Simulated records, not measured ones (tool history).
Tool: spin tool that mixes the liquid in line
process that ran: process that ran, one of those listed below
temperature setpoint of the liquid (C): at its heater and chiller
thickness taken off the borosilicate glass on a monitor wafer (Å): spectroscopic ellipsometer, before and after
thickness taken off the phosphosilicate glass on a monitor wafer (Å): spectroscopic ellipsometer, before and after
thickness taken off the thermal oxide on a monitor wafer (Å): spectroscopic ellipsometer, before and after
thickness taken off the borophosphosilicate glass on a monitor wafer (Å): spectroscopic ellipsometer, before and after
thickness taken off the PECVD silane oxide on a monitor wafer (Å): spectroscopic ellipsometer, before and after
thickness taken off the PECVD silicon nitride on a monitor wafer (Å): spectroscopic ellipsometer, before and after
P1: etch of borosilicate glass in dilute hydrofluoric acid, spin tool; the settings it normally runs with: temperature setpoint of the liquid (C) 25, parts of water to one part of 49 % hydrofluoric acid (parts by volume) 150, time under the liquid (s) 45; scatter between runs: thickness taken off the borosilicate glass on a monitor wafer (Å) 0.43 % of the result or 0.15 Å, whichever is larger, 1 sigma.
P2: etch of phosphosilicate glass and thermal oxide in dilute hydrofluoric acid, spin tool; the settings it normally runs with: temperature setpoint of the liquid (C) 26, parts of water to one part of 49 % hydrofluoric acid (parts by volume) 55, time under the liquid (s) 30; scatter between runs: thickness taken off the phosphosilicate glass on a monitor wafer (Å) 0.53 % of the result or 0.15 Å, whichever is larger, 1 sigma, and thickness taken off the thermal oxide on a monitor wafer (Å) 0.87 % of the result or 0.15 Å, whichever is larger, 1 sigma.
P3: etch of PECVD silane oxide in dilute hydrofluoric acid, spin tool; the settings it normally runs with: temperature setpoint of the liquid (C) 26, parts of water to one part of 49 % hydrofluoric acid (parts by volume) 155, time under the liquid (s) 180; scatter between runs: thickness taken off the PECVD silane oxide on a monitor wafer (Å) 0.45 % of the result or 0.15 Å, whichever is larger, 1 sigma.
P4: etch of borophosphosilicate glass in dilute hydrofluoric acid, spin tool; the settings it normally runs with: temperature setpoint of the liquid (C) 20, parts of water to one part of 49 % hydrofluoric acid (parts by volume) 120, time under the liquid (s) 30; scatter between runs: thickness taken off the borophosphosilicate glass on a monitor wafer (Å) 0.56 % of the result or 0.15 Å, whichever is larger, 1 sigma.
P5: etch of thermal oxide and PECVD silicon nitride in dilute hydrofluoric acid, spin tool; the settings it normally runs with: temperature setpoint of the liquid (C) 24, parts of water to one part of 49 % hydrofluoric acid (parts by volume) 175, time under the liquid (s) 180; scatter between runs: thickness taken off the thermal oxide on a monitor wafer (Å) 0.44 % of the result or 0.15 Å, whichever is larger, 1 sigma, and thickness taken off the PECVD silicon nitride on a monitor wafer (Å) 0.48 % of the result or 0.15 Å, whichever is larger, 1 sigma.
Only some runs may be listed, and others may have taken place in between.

run	hour	process that ran	temperature setpoint of the liquid (C)	parts of water to one part of 49 % hydrofluoric acid (parts by volume)	time under the liquid (s)	hours since the thermometer was replaced	hours since the hydrofluoric acid flow meter was replaced	thickness taken off the borosilicate glass on a monitor wafer (Å)	thickness taken off the phosphosilicate glass on a monitor wafer (Å)	thickness taken off the thermal oxide on a monitor wafer (Å)	thickness taken off the borophosphosilicate glass on a monitor wafer (Å)	thickness taken off the PECVD silane oxide on a monitor wafer (Å)	thickness taken off the PECVD silicon nitride on a monitor wafer (Å)
1	4.5	P1	25	150	45	1369.6	519.9	112.68					
2	9.3	P2	26	55	30	1374.4	524.7		387.41	29.707			
3	14	P1	25	150	45	1379.1	529.4	112.78					
4	17.2	P2	21.5	55	30	1382.3	532.6		318.01	25.292			
5	21.1	P4	20	210	30	1386.2	536.5				76.163		
6	26.1	P4	20	120	30	1391.2	541.5				146.58		
7	28.9	P3	26	90	180	1394	544.3					445.87	
8	32.9	P4	20	120	30	1398	548.3				148.7		
9	35.9	P1	25	150	45	1401	551.3	113.31					
10	40	P3	20	155	180	1405.1	555.4					188.47	
11	43.4	P1	25	150	45	1408.5	558.8	114.39					
12	46.5	P1	25	150	15	1411.6	561.9	37.508					
13	50.2	P1	20.5	150	45	1415.3	565.6	95.229					
14	55.5	P1	25	235	45	1420.6	570.9	65.934					
15	58.7	P3	26	155	180	1423.8	574.1					238.61	
# hour 60: hydrofluoric acid flow meter replaced
16	64.2	P3	26	155	295	1429.3	4.2					394.96	
17	69.3	P2	26	55	55	1434.4	9.3		696.94	55.553			
18	72.4	P5	24	90	180	1437.5	12.4			97.144			112.62
19	75.7	P1	25	90	45	1440.8	15.7	202.9					
20	81.2	P4	25	120	30	1446.3	21.2				179.33		
21	85	P4	20	120	15	1450.1	25				73.325		
22	90.3	P5	24	175	180	1455.4	30.3			45.179			57.733
23	94.7	P1	25	150	75	1459.8	34.7	189.27					
24	97.6	P1	31	150	45	1462.7	37.6	140.44					
25	101.8	P2	26	85	30	1466.9	41.8		238.01	19.053			
26	106	P2	26	55	30	1471.1	46		382.53	29.835			
27	109.8	P1	25	270	20	1474.9	49.8	24.464					
28	113.7	P5	24	175	180	1478.8	53.7			45.317			57.986
29	116.4	P5	30	175	180	1481.5	56.4			56.33			85.487
30	119.5	P1	17	150	25	1484.6	59.5	45.904					
31	124.7	P5	24	175	55	1489.8	64.7			13.929			18.176
32	130.4	P1	25	150	45	1495.5	70.4	113.7					
33	133.9	P1	25	150	45	1499	73.9	117.61					
34	139.6	P1	25	150	45	1504.7	79.6	119.51					
35	144.1	P1	25	150	45	1509.2	84.1	121.37					
36	148.1	P1	25	150	45	1513.2	88.1	121.12					
37	151.5	P1	25	150	45	1516.6	91.5	122.48					
38	155.9	P1	25	150	45	1521	95.9	122.22					
39	159.9	P1	25	150	45	1525	99.9	121.96					

What P1 gives has crept away from where it was. These 2 causes fit the log equally well, each at the size given:
A: liquid hotter than its thermometer reads (K) = 2.02
B: hydrofluoric acid flow above the setpoint (%) = 6.66
The creep began at about hour 130.4.

The check runs listed below each take one wafer, and their results are still question marks. Under which run would the listed causes lead to clearly different results?
check 1	163.9	P4	20	200	30						?		
check 2	163.9	P2	26	85	55				?	?			
check 3	163.9	P3	21	155	180							?	
check 4	163.9	P5	24	100	180					?			?

Outcome of each check run for each possible cause:
check	result	if A	if B
check 1	thickness taken off the borophosphosilicate glass on a monitor wafer (Å)	87.623	87.594
check 2	thickness taken off the phosphosilicate glass on a monitor wafer (Å)	472.11	468.69
check 2	thickness taken off the thermal oxide on a monitor wafer (Å)	36.938	36.671
check 3	thickness taken off the PECVD silane oxide on a monitor wafer (Å)	213.4	212.6
check 4	thickness taken off the thermal oxide on a monitor wafer (Å)	93.736	93.067
check 4	thickness taken off the PECVD silicon nitride on a monitor wafer (Å)	115.47	107.83
Per check, the gap between the least separated pair of causes, taken in the result that splits them most: check 1 0.03 %; check 2 0.73 %; check 3 0.37 %; check 4 6.84 %
The causes can be told apart only by check 4. The other checks would give nearly the same results under each of them.

Check 4 was then run and gave: thickness taken off the thermal oxide on a monitor wafer (Å) 93.001; thickness taken off the PECVD silicon nitride on a monitor wafer (Å) 107.61. Which cause is it?

Of the candidate causes, it is B: hydrofluoric acid flow above the setpoint (%).

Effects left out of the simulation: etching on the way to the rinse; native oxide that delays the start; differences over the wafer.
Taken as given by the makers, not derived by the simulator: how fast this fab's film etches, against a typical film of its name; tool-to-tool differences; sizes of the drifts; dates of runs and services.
